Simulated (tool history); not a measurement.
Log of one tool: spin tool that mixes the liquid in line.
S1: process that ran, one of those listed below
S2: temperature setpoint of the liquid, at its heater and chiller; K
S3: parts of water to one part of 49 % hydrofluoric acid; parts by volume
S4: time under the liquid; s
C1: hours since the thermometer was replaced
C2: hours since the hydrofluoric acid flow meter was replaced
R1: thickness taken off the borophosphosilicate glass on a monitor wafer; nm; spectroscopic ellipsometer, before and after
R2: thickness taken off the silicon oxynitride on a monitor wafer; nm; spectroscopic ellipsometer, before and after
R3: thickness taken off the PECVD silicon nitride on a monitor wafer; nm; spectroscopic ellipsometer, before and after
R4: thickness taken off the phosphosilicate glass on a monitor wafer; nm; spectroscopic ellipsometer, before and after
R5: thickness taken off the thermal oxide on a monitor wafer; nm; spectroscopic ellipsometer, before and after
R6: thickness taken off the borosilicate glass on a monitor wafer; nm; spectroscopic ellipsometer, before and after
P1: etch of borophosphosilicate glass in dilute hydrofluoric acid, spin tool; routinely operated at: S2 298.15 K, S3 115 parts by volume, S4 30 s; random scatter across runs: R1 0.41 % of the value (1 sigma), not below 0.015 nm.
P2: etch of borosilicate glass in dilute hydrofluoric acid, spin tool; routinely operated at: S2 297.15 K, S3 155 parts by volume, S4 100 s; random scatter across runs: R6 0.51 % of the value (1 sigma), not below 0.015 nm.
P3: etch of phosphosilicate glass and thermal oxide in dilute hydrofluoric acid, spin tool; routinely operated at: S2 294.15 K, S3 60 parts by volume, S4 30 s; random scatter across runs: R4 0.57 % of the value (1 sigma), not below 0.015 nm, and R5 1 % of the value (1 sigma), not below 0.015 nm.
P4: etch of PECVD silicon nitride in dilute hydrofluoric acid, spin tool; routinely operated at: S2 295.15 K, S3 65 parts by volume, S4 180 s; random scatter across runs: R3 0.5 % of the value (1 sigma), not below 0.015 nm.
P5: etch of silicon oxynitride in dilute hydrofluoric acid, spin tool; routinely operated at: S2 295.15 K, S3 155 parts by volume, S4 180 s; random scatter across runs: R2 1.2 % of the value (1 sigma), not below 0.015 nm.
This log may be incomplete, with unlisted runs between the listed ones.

run   hour  S1      S2   S3   S4      C1      C2       R1       R2       R3       R4      R5      R6
  1   10.3  P1  298.15  115   30   667.2   801.8  15.7210
  2   20.0  P5  295.15  155   20   676.9   811.5           0.24121
  3   27.7  P1  303.15  115   30   684.6   819.2  18.8780
  4   37.9  P4  295.15   65  315   694.8   829.4                    13.2850
  5   43.1  P5  290.15  155  180   700.0   834.6           1.66460
  6   48.4  P3  294.15   60   30   705.3   839.9                              51.725  2.1949
  7   58.8  P3  301.65   60   30   715.7   850.3                              70.947  2.9352
  8   68.4  P5  295.15  245  180   725.3   859.9           1.27080
  9   73.3  P4  295.15   65  180   730.2   864.8                     7.5902
 10   83.1  P1  298.15  115   30   740.0   874.6  15.7340
 11   92.2  P2  305.65  155  100   749.1   883.7                                              29.509
 12  103.2  P4  295.15   65  180   760.1   894.7                     7.6731
 13  108.2  P4  303.65   65  180   765.1   899.7                    13.3850
 14  115.7  P5  295.15  155  180   772.6   907.2           2.11870
 15  123.2  P1  298.15  115   30   780.1   914.7  15.6780
 16  128.2  P4  295.15   30  180   785.1   919.7                    16.1540
 17  136.6  P1  298.15  115   30   793.5   928.1  15.7690
 18  142.6  P3  294.15   20   30   799.5   934.1                             162.990  6.9670
 19  152.3  P2  297.15  155  180   809.2   943.8                                              39.377
 20  163.3  P5  295.15  155  180   820.2   954.8           2.16470
 21  172.2  P1  298.15  115   30   829.1   963.7  15.6590
 22  178.6  P1  298.15  190   30   835.5   970.1   8.6965
 23  186.6  P2  297.15  155  100   843.5   978.1                                              21.786
 24  197.5  P1  298.15  115   30   854.4   989.0  15.7270
 25  204.7  P1  298.15  115   50   861.6   996.2  26.2970
 26  210.7  P1  298.15  115   15   867.6  1002.2   7.8312
 27  221.7  P2  297.15   70  100   878.6  1013.2                                              53.580
 28  228.8  P2  297.15  155  100   885.7  1020.3                                              21.751
 29  238.6  P1  290.15  115   30   895.5  1030.1  11.3050
 30  247.9  P1  298.15   60   30   904.8  1039.4  32.1350
 31  254.1  P3  294.15   60   30   911.0  1045.6                              52.111  2.1946
 32  260.5  P1  301.65   55   30   917.4  1052.0  40.7930
 33  271.5  P3  294.15   60   15   928.4  1063.0                              26.021  1.0896
 34  278.5  P1  298.15  115   30   935.4  1070.0  15.6870
 35  286.5  P1  298.15  115   30   943.4  1078.0  15.4610
 36  295.4  P1  298.15  115   30   952.3  1086.9  15.3270
 37  302.4  P1  298.15  115   30   959.3  1093.9  15.0790
 38  312.6  P1  298.15  115   30   969.5  1104.1  14.9150
 39  319.1  P1  298.15  115   30   976.0  1110.6  14.9550
 40  325.6  P1  298.15  115   30   982.5  1117.1  14.8670
 41  335.6  P1  298.15  115   30   992.5  1127.1  14.8610
 42  344.0  P1  298.15  115   30  1000.9  1135.5  14.8620
 43  352.7  P1  298.15  115   30  1009.6  1144.2  14.8290
 44  358.5  P1  298.15  115   30  1015.4  1150.0  14.7330
 45  368.4  P1  298.15  115   30  1025.3  1159.9  14.7740

What P1 gives has crept off from where it sat before. The 2 causes that follow fit the log equally well, each at the size noted:
A: liquid colder than its thermometer reads (K) = 1.46
B: hydrofluoric acid flow below the setpoint (%) = 4.85
At approximately hour 278.5, the process output began to creep.

4 check runs are offered, one wafer each, their results left as question marks. Which one tells the causes apart?
check 1  378.3  P2  297.15  110  100                               ?
check 2  378.3  P3  300.65   60   30                       ?   ?
check 3  378.3  P5  295.15  205   25               ?
check 4  378.3  P4  303.15   65  180                   ?

Outcome of each check run for each possible cause:
  check  result     if A     if B
check 1      R6   30.436   30.476
check 2      R4   63.980   64.249
check 2      R5   2.6983   2.7096
check 3      R2  0.20163  0.20362
check 4      R3  11.6910  12.2210
Gap, in per cent, between the two causes that each check separates least, read from the result that separates them most: check 1 0.13 %; check 2 0.42 %; check 3 0.98 %; check 4 4.44 %
Of the check runs offered, only check 4 discriminates between the causes; the rest would read about the same regardless of which cause applies.

Here is what check 4 returned: R3 12.1550 nm. Which cause is it?

The cause is B: hydrofluoric acid flow below the setpoint (%).

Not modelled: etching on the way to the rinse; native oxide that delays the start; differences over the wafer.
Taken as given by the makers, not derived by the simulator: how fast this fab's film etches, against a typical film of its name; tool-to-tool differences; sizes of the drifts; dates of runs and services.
